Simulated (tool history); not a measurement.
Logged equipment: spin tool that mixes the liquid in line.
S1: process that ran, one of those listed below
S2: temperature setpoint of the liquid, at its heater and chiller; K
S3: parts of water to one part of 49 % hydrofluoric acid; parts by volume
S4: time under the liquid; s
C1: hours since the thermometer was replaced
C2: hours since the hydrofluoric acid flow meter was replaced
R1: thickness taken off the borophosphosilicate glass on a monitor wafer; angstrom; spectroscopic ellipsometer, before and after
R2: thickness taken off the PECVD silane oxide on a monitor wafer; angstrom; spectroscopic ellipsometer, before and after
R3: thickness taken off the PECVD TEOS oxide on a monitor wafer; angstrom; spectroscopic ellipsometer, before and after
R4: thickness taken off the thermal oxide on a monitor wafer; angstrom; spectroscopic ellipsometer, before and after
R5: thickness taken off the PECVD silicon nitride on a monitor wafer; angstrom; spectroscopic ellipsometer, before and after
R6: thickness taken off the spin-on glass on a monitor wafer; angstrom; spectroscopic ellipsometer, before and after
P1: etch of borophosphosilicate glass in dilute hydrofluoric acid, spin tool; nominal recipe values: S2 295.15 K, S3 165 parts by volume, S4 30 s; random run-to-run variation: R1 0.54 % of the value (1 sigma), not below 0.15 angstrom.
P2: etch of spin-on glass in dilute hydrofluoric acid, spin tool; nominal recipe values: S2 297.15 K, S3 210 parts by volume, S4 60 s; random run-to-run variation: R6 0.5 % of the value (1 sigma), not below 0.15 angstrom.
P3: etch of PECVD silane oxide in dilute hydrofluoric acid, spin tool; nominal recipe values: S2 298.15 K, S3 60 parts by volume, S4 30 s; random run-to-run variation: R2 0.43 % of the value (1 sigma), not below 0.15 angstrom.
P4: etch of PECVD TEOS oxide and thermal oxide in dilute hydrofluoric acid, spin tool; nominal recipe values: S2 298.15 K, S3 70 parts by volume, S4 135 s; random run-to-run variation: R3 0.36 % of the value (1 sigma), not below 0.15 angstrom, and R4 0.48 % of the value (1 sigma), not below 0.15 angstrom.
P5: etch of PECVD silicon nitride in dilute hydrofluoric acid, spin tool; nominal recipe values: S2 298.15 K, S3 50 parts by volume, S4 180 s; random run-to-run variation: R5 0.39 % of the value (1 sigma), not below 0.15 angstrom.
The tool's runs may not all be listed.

run	hour	S1	S2	S3	S4	C1	C2	R1	R2	R3	R4	R5	R6
1	5.3	P1	295.15	165	30	145.4	672.8	60.060					
2	14.4	P3	305.65	60	30	154.5	681.9		257.94				
3	19.3	P1	295.15	165	30	159.4	686.8	60.065					
4	29.2	P4	298.15	70	135	169.3	696.7			581.65	104.900		
5	37.1	P1	295.15	165	30	177.2	704.6	60.357					
6	42.5	P5	304.15	50	180	182.6	710.0					205.05	
7	50.3	P1	295.15	250	30	190.4	717.8	36.685					
8	60.6	P4	303.15	70	135	200.7	728.1			707.05	129.070		
9	65.2	P3	298.15	60	60	205.3	732.7		380.17				
10	71.0	P1	290.65	165	30	211.1	738.5	50.627					
11	81.0	P1	299.65	165	30	221.1	748.5	71.730					
12	88.4	P5	298.15	20	180	228.5	755.9					337.25	
13	98.4	P1	295.15	165	30	238.5	765.9	60.406					
14	104.0	P3	298.15	60	30	244.1	771.5		191.07				
15	110.3	P2	297.15	210	30	250.4	777.8						52.317
16	117.9	P1	295.15	165	45	258.0	785.4	89.731					
17	127.7	P4	298.15	70	35	267.8	795.2			150.20	27.603		
18	133.0	P3	298.15	60	30	273.1	800.5		190.59				
19	141.6	P2	297.15	65	60	281.7	809.1						396.150
20	151.4	P1	295.15	105	30	291.5	818.9	101.490					
21	159.8	P2	297.15	210	60	299.9	827.3						105.640
22	167.8	P3	298.15	105	30	307.9	835.3		103.23				
23	176.5	P1	299.15	165	60	316.6	844.0	138.820					
24	182.9	P5	298.15	50	180	323.0	850.4					138.89	
25	189.8	P5	298.15	50	180	329.9	857.3					138.42	
26	199.9	P1	301.15	260	30	340.0	867.4	42.618					
27	204.7	P4	298.15	45	135	344.8	872.2			935.29	169.170		
28	214.8	P2	290.15	210	60	354.9	882.3						79.445
29	221.9	P1	295.15	165	15	362.0	889.4	30.458					
30	232.2	P1	295.15	165	30	372.3	899.7	60.296					
31	241.9	P5	298.15	50	345	382.0	909.4					265.56	
32	249.1	P4	298.15	70	135	389.2	916.6			580.24	105.600		
33	256.8	P1	295.15	165	30	396.9	924.3	60.261					
34	266.7	P1	295.15	165	30	406.8	934.2	62.177					
35	276.0	P1	295.15	165	30	416.1	943.5	63.309					
36	286.2	P1	295.15	165	30	426.3	953.7	64.117					
37	293.6	P1	295.15	165	30	433.7	961.1	64.678					
38	303.9	P1	295.15	165	30	444.0	971.4	65.373					
39	312.7	P1	295.15	165	30	452.8	980.2	65.327					
40	317.6	P1	295.15	165	30	457.7	985.1	64.646					
41	322.6	P1	295.15	165	30	462.7	990.1	65.167					
42	329.1	P1	295.15	165	30	469.2	996.6	65.452					
43	335.3	P1	295.15	165	30	475.4	1002.8	65.384					

What P1 gives has crept away from where it was. These 2 causes fit the log equally well, each at the size given:
A: liquid hotter than its thermometer reads (K) = 2.06
B: hydrofluoric acid flow above the setpoint (%) = 6.95
The drift started at roughly hour 256.8.

The check runs listed below each take one wafer, and their results are still question marks. Under which run would the listed causes lead to clearly different results?
check 1	341.5	P2	297.15	210	60								?
check 2	341.5	P5	298.15	50	180							?	
check 3	341.5	P4	298.15	70	135					?	?		
check 4	341.5	P3	298.15	60	30				?				

Check results expected under each cause:
check	result	if A	if B
check 1	R6	112.410	113.210
check 2	R5	158.85	147.96
check 3	R3	631.36	625.82
check 3	R4	114.860	113.860
check 4	R2	207.88	205.76
Per-check spread between the two closest causes, in the result where they differ most: check 1 0.71 %; check 2 7.1 %; check 3 0.88 %; check 4 1.03 %
Check 2 distinguishes between the causes, while the remaining checks would return nearly the same result for all of them.

Check 2 was then run and gave: R5 147.59 angstrom. Which cause is it?

B is the cause: hydrofluoric acid flow above the setpoint (%).
